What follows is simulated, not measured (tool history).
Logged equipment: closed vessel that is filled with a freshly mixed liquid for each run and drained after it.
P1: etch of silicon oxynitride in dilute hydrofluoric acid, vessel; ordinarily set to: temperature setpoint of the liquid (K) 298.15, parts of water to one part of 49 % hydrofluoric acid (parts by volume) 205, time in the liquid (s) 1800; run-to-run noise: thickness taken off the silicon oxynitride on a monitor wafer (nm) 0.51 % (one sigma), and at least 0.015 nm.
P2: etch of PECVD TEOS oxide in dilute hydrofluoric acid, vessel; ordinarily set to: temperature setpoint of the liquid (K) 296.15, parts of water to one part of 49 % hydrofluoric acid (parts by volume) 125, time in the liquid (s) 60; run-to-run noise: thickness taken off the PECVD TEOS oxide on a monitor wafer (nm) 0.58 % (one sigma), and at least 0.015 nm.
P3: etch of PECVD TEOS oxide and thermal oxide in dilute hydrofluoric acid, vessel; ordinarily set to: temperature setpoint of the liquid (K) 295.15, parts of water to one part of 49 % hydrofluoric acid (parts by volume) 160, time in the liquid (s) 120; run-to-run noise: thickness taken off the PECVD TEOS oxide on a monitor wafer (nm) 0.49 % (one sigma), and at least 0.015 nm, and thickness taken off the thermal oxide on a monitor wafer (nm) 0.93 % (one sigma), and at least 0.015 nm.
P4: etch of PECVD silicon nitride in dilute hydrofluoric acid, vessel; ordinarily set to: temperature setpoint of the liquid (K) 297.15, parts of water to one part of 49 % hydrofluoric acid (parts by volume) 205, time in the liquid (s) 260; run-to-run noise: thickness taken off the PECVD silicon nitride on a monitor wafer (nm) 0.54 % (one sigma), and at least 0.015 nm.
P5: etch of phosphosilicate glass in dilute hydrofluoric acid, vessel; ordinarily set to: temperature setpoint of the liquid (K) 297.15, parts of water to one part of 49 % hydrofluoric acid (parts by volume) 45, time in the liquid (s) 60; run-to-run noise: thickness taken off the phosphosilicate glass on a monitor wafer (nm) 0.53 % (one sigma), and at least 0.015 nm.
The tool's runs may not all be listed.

run,hour,process that ran,temperature setpoint of the liquid (K),parts of water to one part of 49 % hydrofluoric acid (parts by volume),time in the liquid (s),thickness taken off the silicon oxynitride on a monitor wafer (nm),thickness taken off the PECVD TEOS oxide on a monitor wafer (nm),thickness taken off the thermal oxide on a monitor wafer (nm),thickness taken off the PECVD silicon nitride on a monitor wafer (nm),thickness taken off the phosphosilicate glass on a monitor wafer (nm)
1,4.8,P1,298.15,205,1800,39.412,,,,
2,8.3,P1,298.15,205,1800,39.477,,,,
3,14.3,P1,302.65,125,1800,85.019,,,,
4,18.4,P1,298.15,205,1800,39.269,,,,
5,22.4,P3,295.15,160,65,,3.6359,1.5172,,
6,27.3,P2,296.15,125,105,,15.6830,,,
7,31.3,P1,298.15,115,1800,75.898,,,,
8,35.3,P2,296.15,125,60,,9.1166,,,
9,38.2,P1,298.15,205,660,14.465,,,,
10,42.3,P4,297.15,205,260,,,,7.2110,
11,46.6,P1,304.15,205,1800,51.040,,,,
12,50.4,P3,295.15,160,120,,6.7153,2.8575,,
13,53.8,P4,297.15,205,40,,,,1.0796,
14,57.1,P1,298.15,205,2610,57.848,,,,
15,59.9,P3,295.15,160,120,,6.6800,2.8847,,
16,64.0,P1,292.15,205,1800,30.121,,,,
17,68.7,P5,302.65,45,60,,,,,108.340
18,74.2,P5,297.15,45,60,,,,,86.165
19,77.3,P1,298.15,320,1800,23.316,,,,
20,80.1,P2,300.65,125,60,,10.6360,,,
21,83.1,P1,298.15,205,1800,39.510,,,,
22,87.7,P5,297.15,45,105,,,,,151.100
23,91.8,P4,297.15,205,260,,,,7.2665,
24,97.1,P1,298.15,205,1800,39.752,,,,
25,100.6,P5,297.15,45,60,,,,,85.889
26,103.8,P4,292.65,205,260,,,,5.3481,
27,109.2,P3,290.15,160,120,,5.5064,2.3213,,
28,114.7,P1,298.15,205,1800,39.292,,,,
29,119.0,P2,296.15,30,60,,42.4820,,,
30,123.8,P5,297.15,80,60,,,,,46.293
31,128.9,P4,297.15,345,260,,,,4.2414,

Expected results for the next run?
32,134.2,P3,295.15,70,120,,?,?,,

Run 32 gave thickness taken off the PECVD TEOS oxide on a monitor wafer (nm) 17.0400, thickness taken off the thermal oxide on a monitor wafer (nm) 7.2638.

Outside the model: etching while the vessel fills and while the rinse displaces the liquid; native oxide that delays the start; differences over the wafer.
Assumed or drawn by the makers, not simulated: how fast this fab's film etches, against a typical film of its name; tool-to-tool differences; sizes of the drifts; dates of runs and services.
